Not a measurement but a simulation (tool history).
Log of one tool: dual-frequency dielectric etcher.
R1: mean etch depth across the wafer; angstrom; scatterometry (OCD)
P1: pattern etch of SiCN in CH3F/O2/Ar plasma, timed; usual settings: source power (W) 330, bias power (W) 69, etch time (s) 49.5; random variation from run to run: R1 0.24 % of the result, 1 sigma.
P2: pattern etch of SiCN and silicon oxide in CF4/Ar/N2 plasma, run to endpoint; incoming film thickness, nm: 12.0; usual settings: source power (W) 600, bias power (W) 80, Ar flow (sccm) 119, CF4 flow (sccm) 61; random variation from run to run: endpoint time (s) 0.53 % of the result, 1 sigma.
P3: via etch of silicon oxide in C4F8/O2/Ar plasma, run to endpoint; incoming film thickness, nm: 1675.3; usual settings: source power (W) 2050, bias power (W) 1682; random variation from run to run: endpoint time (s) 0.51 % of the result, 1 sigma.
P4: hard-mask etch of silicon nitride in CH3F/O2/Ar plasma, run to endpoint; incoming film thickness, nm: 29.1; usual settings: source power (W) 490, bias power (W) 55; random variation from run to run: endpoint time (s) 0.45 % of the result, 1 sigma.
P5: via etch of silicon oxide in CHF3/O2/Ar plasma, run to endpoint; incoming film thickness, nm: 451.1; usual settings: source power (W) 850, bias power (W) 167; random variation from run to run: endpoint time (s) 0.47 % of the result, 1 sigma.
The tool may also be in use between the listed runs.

Run 1, hour 5.6: process that ran P1, source power (W) 330, bias power (W) 69, etch time (s) 49.5. Result: R1 173.25 angstrom.
Run 2, hour 10.3: process that ran P1, source power (W) 330, bias power (W) 69, etch time (s) 49.5. Result: R1 173.45 angstrom.
Run 3, hour 15.1: process that ran P1, source power (W) 330, bias power (W) 69, etch time (s) 49.5. Result: R1 173.24 angstrom.
Run 4, hour 20.0: process that ran P4, source power (W) 490, bias power (W) 55. Result: endpoint time (s) 43.2030.
Run 5, hour 25.8: process that ran P1, source power (W) 330, bias power (W) 84, etch time (s) 71.5. Result: R1 269.49 angstrom.
Run 6, hour 32.4: process that ran P2, source power (W) 600, bias power (W) 80, Ar flow (sccm) 119, CF4 flow (sccm) 61. Result: endpoint time (s) 11.1450.
Run 7, hour 36.1: process that ran P5, source power (W) 850, bias power (W) 167. Result: endpoint time (s) 208.1600.
Run 8, hour 40.2: process that ran P3, source power (W) 1440, bias power (W) 1682. Result: endpoint time (s) 390.0400.
Run 9, hour 47.5: process that ran P5, source power (W) 850, bias power (W) 202. Result: endpoint time (s) 195.4000.
Run 10, hour 54.2: process that ran P1, source power (W) 330, bias power (W) 69, etch time (s) 49.5. Result: R1 173.74 angstrom.
Run 11, hour 58.2: process that ran P3, source power (W) 2050, bias power (W) 2316. Result: endpoint time (s) 306.8900.
Run 12, hour 61.4: process that ran P1, source power (W) 330, bias power (W) 89, etch time (s) 49.5. Result: R1 191.23 angstrom.
Run 13, hour 67.8: process that ran P1, source power (W) 330, bias power (W) 69, etch time (s) 49.5. Result: R1 173.70 angstrom.
Run 14, hour 73.1: process that ran P2, source power (W) 600, bias power (W) 80, Ar flow (sccm) 119, CF4 flow (sccm) 73. Result: endpoint time (s) 10.9210.
Run 15, hour 76.3: process that ran P1, source power (W) 400, bias power (W) 69, etch time (s) 70.5. Result: R1 265.28 angstrom.
Run 16, hour 79.9: process that ran P3, source power (W) 2050, bias power (W) 1682. Result: endpoint time (s) 340.1900.
Run 17, hour 85.5: process that ran P2, source power (W) 600, bias power (W) 80, Ar flow (sccm) 119, CF4 flow (sccm) 61. Result: endpoint time (s) 11.0970.
Run 18, hour 89.2: process that ran P4, source power (W) 490, bias power (W) 55. Result: endpoint time (s) 42.9360.
Run 19, hour 95.7: process that ran P1, source power (W) 330, bias power (W) 93, etch time (s) 62.0. Result: R1 241.73 angstrom.
Run 20, hour 102.8: process that ran P3, source power (W) 2050, bias power (W) 1682. Result: endpoint time (s) 335.8400.
Run 21, hour 109.2: process that ran P1, source power (W) 330, bias power (W) 42, etch time (s) 49.5. Result: R1 146.92 angstrom.
Run 22, hour 116.3: process that ran P1, source power (W) 330, bias power (W) 69, etch time (s) 36.5. Result: R1 128.16 angstrom.
Run 23, hour 122.3: process that ran P2, source power (W) 800, bias power (W) 80, Ar flow (sccm) 119, CF4 flow (sccm) 61. Result: endpoint time (s) 8.5766.
Run 24, hour 129.3: process that ran P4, source power (W) 340, bias power (W) 55. Result: endpoint time (s) 49.5760.
Run 25, hour 135.6: process that ran P1, source power (W) 330, bias power (W) 69, etch time (s) 64.5. Result: R1 226.48 angstrom.
At hour 139.9: bias power generator calibrated.
Run 26, hour 140.2: process that ran P4, source power (W) 490, bias power (W) 78. Result: endpoint time (s) 38.2310.
Run 27, hour 147.4: process that ran P2, source power (W) 600, bias power (W) 105, Ar flow (sccm) 119, CF4 flow (sccm) 61. Result: endpoint time (s) 10.0230.
Run 28, hour 154.1: process that ran P1, source power (W) 230, bias power (W) 69, etch time (s) 49.5. Result: R1 151.12 angstrom.
Run 29, hour 158.8: process that ran P2, source power (W) 600, bias power (W) 80, Ar flow (sccm) 144, CF4 flow (sccm) 61. Result: endpoint time (s) 11.4920.
Run 30, hour 163.5: process that ran P1, source power (W) 430, bias power (W) 69, etch time (s) 49.5. Result: R1 191.75 angstrom.
Run 31, hour 168.3: process that ran P5, source power (W) 850, bias power (W) 167. Result: endpoint time (s) 209.1500.
Run 32, hour 174.9: process that ran P5, source power (W) 1060, bias power (W) 167. Result: endpoint time (s) 191.1300.
Run 33, hour 179.9: process that ran P1, source power (W) 330, bias power (W) 69, etch time (s) 49.5. Result: R1 173.35 angstrom.
Run 34, hour 183.4: process that ran P1, source power (W) 330, bias power (W) 69, etch time (s) 49.5. Result: R1 173.04 angstrom.
Run 35, hour 187.2: process that ran P1, source power (W) 330, bias power (W) 69, etch time (s) 49.5. Result: R1 172.55 angstrom.
Run 36, hour 193.8: process that ran P1, source power (W) 330, bias power (W) 69, etch time (s) 49.5. Result: R1 171.72 angstrom.
Run 37, hour 197.3: process that ran P1, source power (W) 330, bias power (W) 69, etch time (s) 49.5. Result: R1 171.66 angstrom.
Run 38, hour 202.4: process that ran P1, source power (W) 330, bias power (W) 69, etch time (s) 49.5. Result: R1 171.61 angstrom.
Run 39, hour 209.8: process that ran P1, source power (W) 330, bias power (W) 69, etch time (s) 49.5. Result: R1 170.39 angstrom.
At hour 211.7: wet clean of the chamber.
Run 40, hour 213.5: process that ran P1, source power (W) 330, bias power (W) 69, etch time (s) 49.5. Result: R1 169.78 angstrom.
Run 41, hour 220.0: process that ran P1, source power (W) 330, bias power (W) 69, etch time (s) 49.5. Result: R1 170.23 angstrom.
Run 42, hour 223.3: process that ran P1, source power (W) 330, bias power (W) 69, etch time (s) 49.5. Result: R1 170.53 angstrom.
Run 43, hour 226.6: process that ran P1, source power (W) 330, bias power (W) 69, etch time (s) 49.5. Result: R1 170.69 angstrom.
Run 44, hour 232.8: process that ran P1, source power (W) 330, bias power (W) 69, etch time (s) 49.5. Result: R1 170.60 angstrom.

What P1 gives has crept away from where it was. These 2 causes fit the log equally well, each at the size given:
A: source power that arrives under what is set, % = 4.57
B: bias power that arrives under what is set, % = 4.84
The creep began at about hour 179.9.
Why every other cause is out:
chamber walls in a state that lowers the etch rate, %: serviced at hour 211.7, which brought nothing back

4 check runs are offered, each on 3 wafers whose results are averaged, their results left as question marks. Which one tells the causes apart?
Run check 1, hour 239.0: process that ran P2, source power (W) 740, bias power (W) 80, Ar flow (sccm) 119, CF4 flow (sccm) 61. Result: endpoint time (s) ?.
Run check 2, hour 239.0: process that ran P3, source power (W) 2050, bias power (W) 2011. Result: endpoint time (s) ?.
Run check 3, hour 239.0: process that ran P4, source power (W) 390, bias power (W) 55. Result: endpoint time (s) ?.
Run check 4, hour 239.0: process that ran P5, source power (W) 1010, bias power (W) 167. Result: endpoint time (s) ?.

What each check would give under each cause:
  check             result      if A      if B
check 1  endpoint time (s)    9.6583    9.4309
check 2  endpoint time (s)  327.1500  325.6600
check 3  endpoint time (s)   47.8210   47.7160
check 4  endpoint time (s)  198.9500  198.4600
How far apart the two closest causes lie, in the result that separates them most: check 1 2.38 %; check 2 0.46 %; check 3 0.22 %; check 4 0.25 %
Only check 1 tells the causes apart: in the others they would give nearly the same result.

Then check 1 was run and gave: endpoint time (s) 9.6201. Which cause is it?

It is A: source power that arrives under what is set, %.

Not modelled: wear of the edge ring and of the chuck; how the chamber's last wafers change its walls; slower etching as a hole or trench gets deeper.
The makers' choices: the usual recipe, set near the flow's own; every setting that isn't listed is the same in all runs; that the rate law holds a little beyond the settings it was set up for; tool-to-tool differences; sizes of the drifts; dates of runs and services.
